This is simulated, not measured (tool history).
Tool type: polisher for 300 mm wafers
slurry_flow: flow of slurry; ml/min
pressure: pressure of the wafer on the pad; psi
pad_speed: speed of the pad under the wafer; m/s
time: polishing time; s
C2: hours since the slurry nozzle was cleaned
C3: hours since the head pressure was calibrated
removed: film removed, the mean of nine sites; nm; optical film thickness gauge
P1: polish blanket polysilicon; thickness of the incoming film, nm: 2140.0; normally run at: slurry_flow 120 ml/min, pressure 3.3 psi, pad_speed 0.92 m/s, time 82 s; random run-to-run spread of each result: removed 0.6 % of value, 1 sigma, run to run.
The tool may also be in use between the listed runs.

{"run": 1, "day": 0.421, "slurry_flow": 120, "pressure": 3.3, "pad_speed": 0.92, "time": 82, "wafers polished on this pad": 494, "C2": 281.9, "C3": 599.5, "removed": 634.33}
{"run": 2, "day": 0.729, "slurry_flow": 160, "pressure": 5.1, "pad_speed": 0.92, "time": 82, "wafers polished on this pad": 537, "C2": 289.3, "C3": 606.9, "removed": 1032.7}
{"run": 3, "day": 1.1, "slurry_flow": 170, "pressure": 3.3, "pad_speed": 0.92, "time": 82, "wafers polished on this pad": 588, "C2": 298.2, "C3": 615.8, "removed": 671.8}
{"run": 4, "day": 1.421, "slurry_flow": 120, "pressure": 3.3, "pad_speed": 0.92, "time": 82, "wafers polished on this pad": 632, "C2": 305.9, "C3": 623.5, "removed": 629.17}
{"run": 5, "day": 1.625, "slurry_flow": 75, "pressure": 3.3, "pad_speed": 0.92, "time": 82, "wafers polished on this pad": 661, "C2": 310.8, "C3": 628.4, "removed": 553.74}
{"run": 6, "day": 1.833, "slurry_flow": 120, "pressure": 3.3, "pad_speed": 0.46, "time": 82, "wafers polished on this pad": 689, "C2": 315.8, "C3": 633.4, "removed": 314.03}
{"run": 7, "day": 2.1, "slurry_flow": 120, "pressure": 3.3, "pad_speed": 0.92, "time": 37, "wafers polished on this pad": 726, "C2": 322.2, "C3": 639.8, "removed": 284.37}
{"run": 8, "day": 2.379, "slurry_flow": 120, "pressure": 3.3, "pad_speed": 1.2, "time": 82, "wafers polished on this pad": 765, "C2": 328.9, "C3": 646.5, "removed": 826.41}
{"run": 9, "day": 2.762, "slurry_flow": 120, "pressure": 3.3, "pad_speed": 0.92, "time": 82, "wafers polished on this pad": 818, "C2": 338.1, "C3": 655.7, "removed": 624.45}
{"run": 10, "day": 3.054, "slurry_flow": 120, "pressure": 1.5, "pad_speed": 0.92, "time": 82, "wafers polished on this pad": 858, "C2": 345.1, "C3": 662.7, "removed": 286.94}
{"run": 11, "day": 3.462, "slurry_flow": 120, "pressure": 3.3, "pad_speed": 0.92, "time": 82, "wafers polished on this pad": 914, "C2": 354.9, "C3": 672.5, "removed": 639.72}
{"run": 12, "day": 3.833, "slurry_flow": 85, "pressure": 3.3, "pad_speed": 0.68, "time": 82, "wafers polished on this pad": 965, "C2": 363.8, "C3": 681.4, "removed": 429.16}
{"run": 13, "day": 4.175, "slurry_flow": 120, "pressure": 3.3, "pad_speed": 0.92, "time": 82, "wafers polished on this pad": 1013, "C2": 372.0, "C3": 689.6, "removed": 628.62}
{"run": 14, "day": 4.375, "slurry_flow": 120, "pressure": 3.3, "pad_speed": 1.26, "time": 42, "wafers polished on this pad": 1040, "C2": 376.8, "C3": 694.4, "removed": 444.89}
{"run": 15, "day": 4.7, "slurry_flow": 120, "pressure": 3.3, "pad_speed": 0.92, "time": 131, "wafers polished on this pad": 1085, "C2": 384.6, "C3": 702.2, "removed": 1007.5}
{"run": 16, "day": 4.962, "slurry_flow": 120, "pressure": 4.9, "pad_speed": 0.92, "time": 82, "wafers polished on this pad": 1121, "C2": 390.9, "C3": 708.5, "removed": 939.86}
{"run": 17, "day": 5.192, "slurry_flow": 120, "pressure": 3.3, "pad_speed": 0.92, "time": 82, "wafers polished on this pad": 1153, "C2": 396.4, "C3": 714.0, "removed": 632.42}
{"run": 18, "day": 5.404, "slurry_flow": 120, "pressure": 3.3, "pad_speed": 0.92, "time": 82, "wafers polished on this pad": 1182, "C2": 401.5, "C3": 719.1, "removed": 623.93}
{"run": 19, "day": 5.779, "slurry_flow": 120, "pressure": 3.3, "pad_speed": 0.92, "time": 82, "wafers polished on this pad": 1234, "C2": 410.5, "C3": 728.1, "removed": 608.15}
{"run": 20, "day": 6.204, "slurry_flow": 120, "pressure": 3.3, "pad_speed": 0.92, "time": 82, "wafers polished on this pad": 1293, "C2": 420.7, "C3": 738.3, "removed": 596.66}

Expected results for the next run?
{"run": 21, "day": 6.504, "slurry_flow": 120, "pressure": 3.3, "pad_speed": 0.92, "time": 82, "wafers polished on this pad": 1334, "C2": 427.9, "C3": 745.5, "removed": "?"}

removed: 587.18 nm

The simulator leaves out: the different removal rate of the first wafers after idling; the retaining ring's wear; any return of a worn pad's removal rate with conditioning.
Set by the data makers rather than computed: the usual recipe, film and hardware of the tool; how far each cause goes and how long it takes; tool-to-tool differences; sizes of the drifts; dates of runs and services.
